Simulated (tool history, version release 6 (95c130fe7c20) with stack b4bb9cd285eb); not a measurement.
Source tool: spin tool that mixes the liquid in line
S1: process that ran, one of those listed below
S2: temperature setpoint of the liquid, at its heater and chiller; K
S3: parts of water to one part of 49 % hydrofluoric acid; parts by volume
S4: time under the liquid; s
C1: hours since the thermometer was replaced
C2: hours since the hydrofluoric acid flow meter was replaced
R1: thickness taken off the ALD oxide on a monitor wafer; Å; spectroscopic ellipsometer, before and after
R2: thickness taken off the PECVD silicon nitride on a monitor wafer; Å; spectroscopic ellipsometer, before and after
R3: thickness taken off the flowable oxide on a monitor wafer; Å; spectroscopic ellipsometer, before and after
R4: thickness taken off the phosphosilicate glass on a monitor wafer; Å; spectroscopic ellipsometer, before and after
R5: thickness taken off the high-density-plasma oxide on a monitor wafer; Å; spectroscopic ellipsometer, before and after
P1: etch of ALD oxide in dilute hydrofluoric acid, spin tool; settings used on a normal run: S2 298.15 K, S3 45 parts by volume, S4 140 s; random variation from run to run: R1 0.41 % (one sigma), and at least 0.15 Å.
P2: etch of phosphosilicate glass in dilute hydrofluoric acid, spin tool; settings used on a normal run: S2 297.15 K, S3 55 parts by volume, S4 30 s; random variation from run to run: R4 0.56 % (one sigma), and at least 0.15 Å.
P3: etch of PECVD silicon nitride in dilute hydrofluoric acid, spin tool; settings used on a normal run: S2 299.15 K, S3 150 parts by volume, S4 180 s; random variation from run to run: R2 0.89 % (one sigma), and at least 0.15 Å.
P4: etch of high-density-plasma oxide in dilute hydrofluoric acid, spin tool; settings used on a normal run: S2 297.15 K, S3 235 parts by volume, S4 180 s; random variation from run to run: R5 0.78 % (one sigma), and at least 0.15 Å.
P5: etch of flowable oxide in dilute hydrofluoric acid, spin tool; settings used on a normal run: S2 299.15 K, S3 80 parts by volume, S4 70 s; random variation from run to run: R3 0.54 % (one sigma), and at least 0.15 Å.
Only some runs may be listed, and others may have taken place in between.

run	hour	S1	S2	S3	S4	C1	C2	R1	R2	R3	R4	R5
1	2.8	P1	298.15	45	140	333.9	914.6	342.640				
2	6.8	P3	299.15	150	180	337.9	918.6		32.1850			
3	10.5	P5	299.15	80	70	341.6	922.3			540.82		
# hour 11.8: hydrofluoric acid flow meter replaced
4	13.0	P5	299.15	80	100	344.1	1.2			768.67		
5	15.2	P3	299.15	270	180	346.3	3.4		17.8830			
6	20.1	P5	299.15	80	70	351.2	8.3			540.46		
7	22.4	P1	298.15	45	265	353.5	10.6	655.810				
8	24.8	P1	298.15	45	140	355.9	13.0	343.850				
# hour 25.6: thermometer replaced
9	27.3	P2	297.15	85	30	1.8	15.5				553.36	
10	30.5	P1	298.15	45	140	5.0	18.7	344.590				
11	33.7	P3	307.15	150	180	8.2	21.9		52.4990			
12	37.7	P3	299.15	150	180	12.2	25.9		32.2540			
13	41.4	P1	298.15	45	140	15.9	29.6	343.690				
14	45.2	P1	306.15	45	140	19.7	33.4	471.760				
15	48.5	P2	297.15	55	30	23.0	36.7				889.40	
16	51.2	P4	297.15	235	180	25.7	39.4					32.9100
17	54.0	P3	299.15	150	55	28.5	42.2		9.7536			
18	58.0	P1	298.15	20	140	32.5	46.2	801.900				
19	62.3	P1	304.65	45	235	36.8	50.5	749.270				
20	67.2	P2	304.65	55	30	41.7	55.4				1195.10	
21	69.3	P1	291.15	45	140	43.8	57.5	257.530				
22	72.3	P4	297.15	130	180	46.8	60.5					66.5620
23	74.6	P2	297.15	55	60	49.1	62.8				1768.20	
24	77.2	P1	298.15	80	140	51.7	65.4	183.130				
25	80.5	P1	298.15	45	140	55.0	68.7	345.700				
26	84.2	P4	290.15	235	180	58.7	72.4					25.5090
27	87.6	P5	293.15	80	70	62.1	75.8			425.86		
28	90.5	P4	297.15	235	45	65.0	78.7					8.0418
29	92.8	P1	298.15	45	30	67.3	81.0	73.953				
30	97.2	P1	298.15	45	140	71.7	85.4	342.570				
31	99.5	P5	299.15	130	70	74.0	87.7			315.07		
32	103.3	P1	298.15	45	140	77.8	91.5	344.540				
33	106.6	P1	298.15	45	140	81.1	94.8	356.160				
34	110.3	P1	298.15	45	140	84.8	98.5	366.070				
35	112.5	P1	298.15	45	140	87.0	100.7	367.650				
36	115.8	P1	298.15	45	140	90.3	104.0	368.710				

Run 37 comes next. What will it give?
37	118.1	P1	298.15	45	140	92.6	106.3	?				

{"run 37": {"R1": 370.03}}
